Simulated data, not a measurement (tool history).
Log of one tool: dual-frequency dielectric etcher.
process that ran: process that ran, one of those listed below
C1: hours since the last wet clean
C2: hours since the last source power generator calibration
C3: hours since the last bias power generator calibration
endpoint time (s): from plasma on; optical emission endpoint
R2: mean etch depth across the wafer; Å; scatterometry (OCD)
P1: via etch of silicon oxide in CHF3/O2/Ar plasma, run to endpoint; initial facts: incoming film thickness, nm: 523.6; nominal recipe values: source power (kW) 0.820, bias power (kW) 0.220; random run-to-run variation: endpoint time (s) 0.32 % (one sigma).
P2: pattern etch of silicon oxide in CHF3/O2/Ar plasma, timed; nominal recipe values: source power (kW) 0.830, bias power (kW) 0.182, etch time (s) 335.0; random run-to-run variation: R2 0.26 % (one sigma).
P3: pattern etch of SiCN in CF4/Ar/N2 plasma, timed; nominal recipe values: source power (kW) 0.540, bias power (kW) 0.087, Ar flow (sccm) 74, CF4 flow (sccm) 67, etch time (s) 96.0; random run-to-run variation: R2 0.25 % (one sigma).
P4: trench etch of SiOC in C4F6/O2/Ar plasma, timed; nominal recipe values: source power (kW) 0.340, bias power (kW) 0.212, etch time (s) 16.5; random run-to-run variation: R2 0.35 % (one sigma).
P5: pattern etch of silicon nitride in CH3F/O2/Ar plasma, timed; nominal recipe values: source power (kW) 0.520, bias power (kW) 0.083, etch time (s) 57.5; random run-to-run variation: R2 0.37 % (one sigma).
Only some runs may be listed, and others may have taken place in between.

run 1 day=0.146 | process_that_ran=P1 source_power_(kW)=0.820 bias_power_(kW)=0.220 | C1=109.2 C2=2695.8 C3=1117.4 | endpoint_time_(s)=227.51
run 2 day=0.288 | process_that_ran=P1 source_power_(kW)=0.820 bias_power_(kW)=0.220 | C1=112.6 C2=2699.2 C3=1120.8 | endpoint_time_(s)=226.66
run 3 day=0.450 | process_that_ran=P1 source_power_(kW)=0.820 bias_power_(kW)=0.220 | C1=116.5 C2=2703.1 C3=1124.7 | endpoint_time_(s)=226.07
run 4 day=0.546 | process_that_ran=P4 source_power_(kW)=0.340 bias_power_(kW)=0.212 etch_time_(s)=16.5 | C1=118.8 C2=2705.4 C3=1127.0 | R2=338.56
run 5 day=0.671 | process_that_ran=P4 source_power_(kW)=0.340 bias_power_(kW)=0.157 etch_time_(s)=16.5 | C1=121.8 C2=2708.4 C3=1130.0 | R2=308.13
run 6 day=0.821 | process_that_ran=P3 source_power_(kW)=0.540 bias_power_(kW)=0.087 etch_time_(s)=96.0 Ar_flow_(sccm)=100 CF4_flow_(sccm)=67 | C1=125.4 C2=2712.0 C3=1133.6 | R2=1037.20
run 7 day=1.017 | process_that_ran=P3 source_power_(kW)=0.540 bias_power_(kW)=0.106 etch_time_(s)=96.0 Ar_flow_(sccm)=74 CF4_flow_(sccm)=67 | C1=130.1 C2=2716.7 C3=1138.3 | R2=1153.70
run 8 day=1.142 | process_that_ran=P2 source_power_(kW)=0.620 bias_power_(kW)=0.182 etch_time_(s)=335.0 | C1=133.1 C2=2719.7 C3=1141.3 | R2=6788.10
run 9 day=1.308 | process_that_ran=P1 source_power_(kW)=0.550 bias_power_(kW)=0.220 | C1=137.1 C2=2723.7 C3=1145.3 | endpoint_time_(s)=262.81
run 10 day=1.425 | process_that_ran=P1 source_power_(kW)=0.960 bias_power_(kW)=0.307 | C1=139.9 C2=2726.5 C3=1148.1 | endpoint_time_(s)=190.77
run 11 day=1.517 | process_that_ran=P5 source_power_(kW)=0.330 bias_power_(kW)=0.083 etch_time_(s)=57.5 | C1=142.1 C2=2728.7 C3=1150.3 | R2=397.21
run 12 day=1.692 | process_that_ran=P5 source_power_(kW)=0.520 bias_power_(kW)=0.056 etch_time_(s)=57.5 | C1=146.3 C2=2732.9 C3=1154.5 | R2=416.39
run 13 day=1.800 | process_that_ran=P4 source_power_(kW)=0.280 bias_power_(kW)=0.212 etch_time_(s)=16.5 | C1=148.9 C2=2735.5 C3=1157.1 | R2=314.02
run 14 day=1.962 | process_that_ran=P1 source_power_(kW)=0.820 bias_power_(kW)=0.220 | C1=152.8 C2=2739.4 C3=1161.0 | endpoint_time_(s)=225.83
run 15 day=2.071 | process_that_ran=P1 source_power_(kW)=0.820 bias_power_(kW)=0.282 | C1=155.4 C2=2742.0 C3=1163.6 | endpoint_time_(s)=208.48
run 16 day=2.204 | process_that_ran=P3 source_power_(kW)=0.540 bias_power_(kW)=0.087 etch_time_(s)=53.0 Ar_flow_(sccm)=74 CF4_flow_(sccm)=67 | C1=158.6 C2=2745.2 C3=1166.8 | R2=596.29
run 17 day=2.379 | process_that_ran=P2 source_power_(kW)=0.830 bias_power_(kW)=0.182 etch_time_(s)=335.0 | C1=162.8 C2=2749.4 C3=1171.0 | R2=7597.20
run 18 day=2.579 | process_that_ran=P4 source_power_(kW)=0.340 bias_power_(kW)=0.212 etch_time_(s)=16.5 | C1=167.6 C2=2754.2 C3=1175.8 | R2=337.99
-- day=2.679 bias power generator calibrated
run 19 day=2.775 | process_that_ran=P5 source_power_(kW)=0.520 bias_power_(kW)=0.083 etch_time_(s)=57.5 | C1=172.3 C2=2758.9 C3=2.4 | R2=474.64
run 20 day=2.900 | process_that_ran=P3 source_power_(kW)=0.540 bias_power_(kW)=0.087 etch_time_(s)=96.0 Ar_flow_(sccm)=74 CF4_flow_(sccm)=67 | C1=175.3 C2=2761.9 C3=5.4 | R2=1073.80
run 21 day=3.071 | process_that_ran=P3 source_power_(kW)=0.540 bias_power_(kW)=0.087 etch_time_(s)=96.0 Ar_flow_(sccm)=74 CF4_flow_(sccm)=41 | C1=179.4 C2=2766.0 C3=9.5 | R2=1006.40
run 22 day=3.162 | process_that_ran=P3 source_power_(kW)=0.750 bias_power_(kW)=0.087 etch_time_(s)=96.0 Ar_flow_(sccm)=74 CF4_flow_(sccm)=67 | C1=181.6 C2=2768.2 C3=11.7 | R2=1441.50
run 23 day=3.254 | process_that_ran=P2 source_power_(kW)=0.830 bias_power_(kW)=0.143 etch_time_(s)=335.0 | C1=183.8 C2=2770.4 C3=13.9 | R2=7012.40
run 24 day=3.404 | process_that_ran=P4 source_power_(kW)=0.340 bias_power_(kW)=0.212 etch_time_(s)=11.5 | C1=187.4 C2=2774.0 C3=17.5 | R2=235.40
run 25 day=3.533 | process_that_ran=P1 source_power_(kW)=0.820 bias_power_(kW)=0.220 | C1=190.5 C2=2777.1 C3=20.6 | endpoint_time_(s)=226.31
run 26 day=3.688 | process_that_ran=P2 source_power_(kW)=0.830 bias_power_(kW)=0.182 etch_time_(s)=184.5 | C1=194.2 C2=2780.8 C3=24.3 | R2=4171.00
run 27 day=3.875 | process_that_ran=P3 source_power_(kW)=0.540 bias_power_(kW)=0.087 etch_time_(s)=96.0 Ar_flow_(sccm)=74 CF4_flow_(sccm)=67 | C1=198.7 C2=2785.3 C3=28.8 | R2=1085.20
run 28 day=4.000 | process_that_ran=P1 source_power_(kW)=0.820 bias_power_(kW)=0.162 | C1=201.7 C2=2788.3 C3=31.8 | endpoint_time_(s)=252.43
run 29 day=4.200 | process_that_ran=P1 source_power_(kW)=1.000 bias_power_(kW)=0.220 | C1=206.5 C2=2793.1 C3=36.6 | endpoint_time_(s)=210.95
run 30 day=4.371 | process_that_ran=P1 source_power_(kW)=0.540 bias_power_(kW)=0.263 | C1=210.6 C2=2797.2 C3=40.7 | endpoint_time_(s)=248.91
run 31 day=4.546 | process_that_ran=P1 source_power_(kW)=0.820 bias_power_(kW)=0.220 | C1=214.8 C2=2801.4 C3=44.9 | endpoint_time_(s)=227.22
run 32 day=4.671 | process_that_ran=P1 source_power_(kW)=0.820 bias_power_(kW)=0.220 | C1=217.8 C2=2804.4 C3=47.9 | endpoint_time_(s)=225.74
run 33 day=4.854 | process_that_ran=P5 source_power_(kW)=0.520 bias_power_(kW)=0.083 etch_time_(s)=73.0 | C1=222.2 C2=2808.8 C3=52.3 | R2=602.20
run 34 day=4.992 | process_that_ran=P1 source_power_(kW)=0.820 bias_power_(kW)=0.220 | C1=225.5 C2=2812.1 C3=55.6 | endpoint_time_(s)=226.03
run 35 day=5.096 | process_that_ran=P1 source_power_(kW)=0.820 bias_power_(kW)=0.220 | C1=228.0 C2=2814.6 C3=58.1 | endpoint_time_(s)=227.31
run 36 day=5.233 | process_that_ran=P1 source_power_(kW)=0.820 bias_power_(kW)=0.220 | C1=231.3 C2=2817.9 C3=61.4 | endpoint_time_(s)=225.34
run 37 day=5.404 | process_that_ran=P1 source_power_(kW)=0.820 bias_power_(kW)=0.220 | C1=235.4 C2=2822.0 C3=65.5 | endpoint_time_(s)=224.84
run 38 day=5.567 | process_that_ran=P1 source_power_(kW)=0.820 bias_power_(kW)=0.220 | C1=239.3 C2=2825.9 C3=69.4 | endpoint_time_(s)=223.46
-- day=5.688 wet clean of the chamber
run 39 day=5.771 | process_that_ran=P1 source_power_(kW)=0.820 bias_power_(kW)=0.220 | C1=2.0 C2=2830.8 C3=74.3 | endpoint_time_(s)=223.57
run 40 day=5.971 | process_that_ran=P1 source_power_(kW)=0.820 bias_power_(kW)=0.220 | C1=6.8 C2=2835.6 C3=79.1 | endpoint_time_(s)=223.85
run 41 day=6.138 | process_that_ran=P1 source_power_(kW)=0.820 bias_power_(kW)=0.220 | C1=10.8 C2=2839.6 C3=83.1 | endpoint_time_(s)=222.69
run 42 day=6.254 | process_that_ran=P1 source_power_(kW)=0.820 bias_power_(kW)=0.220 | C1=13.6 C2=2842.4 C3=85.9 | endpoint_time_(s)=222.89
run 43 day=6.425 | process_that_ran=P1 source_power_(kW)=0.820 bias_power_(kW)=0.220 | C1=17.7 C2=2846.5 C3=90.0 | endpoint_time_(s)=224.25

The log shows P1 creeping away from where it was. Any of the 2 causes listed here, at the size stated for it, fits the log just as well as the others:
A: bias power that arrives over what is set, % = 4.7
B: source power that arrives over what is set, % = 4.24
Onset of the creep was near day 4.992.
Ruled out, with reasons:
chamber walls in a state that raises the etch rate, %: serviced at day 5.688, after the change had begun; the process did not return to its earlier output

Listed below are the offered check runs, one wafer per run, with question marks in place of results. For which of them would the causes give clearly different outcomes?
run check 1 day=6.596 | process_that_ran=P5 source_power_(kW)=0.520 bias_power_(kW)=0.083 etch_time_(s)=57.5 | R2=?
run check 2 day=6.596 | process_that_ran=P4 source_power_(kW)=0.340 bias_power_(kW)=0.212 etch_time_(s)=16.5 | R2=?
run check 3 day=6.596 | process_that_ran=P2 source_power_(kW)=0.830 bias_power_(kW)=0.182 etch_time_(s)=335.0 | R2=?
run check 4 day=6.596 | process_that_ran=P3 source_power_(kW)=0.540 bias_power_(kW)=0.087 etch_time_(s)=96.0 Ar_flow_(sccm)=74 CF4_flow_(sccm)=67 | R2=?

How each check would come out, cause by cause:
check=check_1 result=R2 if_A=481.01 if_B=480.87
check=check_2 result=R2 if_A=344.29 if_B=344.52
check=check_3 result=R2 if_A=7693.10 if_B=7699.20
check=check_4 result=R2 if_A=1096.90 if_B=1119.90
Per check, the gap between the least separated pair of causes, taken in the result that splits them most: check 1 0.03 %; check 2 0.07 %; check 3 0.08 %; check 4 2.07 %
Only check 4 tells the causes apart: in the others they would give nearly the same result.

Running check 4 produced the following: R2 1117.60 Å. Which one of the listed causes fits?

B is the cause: source power that arrives over what is set, %.

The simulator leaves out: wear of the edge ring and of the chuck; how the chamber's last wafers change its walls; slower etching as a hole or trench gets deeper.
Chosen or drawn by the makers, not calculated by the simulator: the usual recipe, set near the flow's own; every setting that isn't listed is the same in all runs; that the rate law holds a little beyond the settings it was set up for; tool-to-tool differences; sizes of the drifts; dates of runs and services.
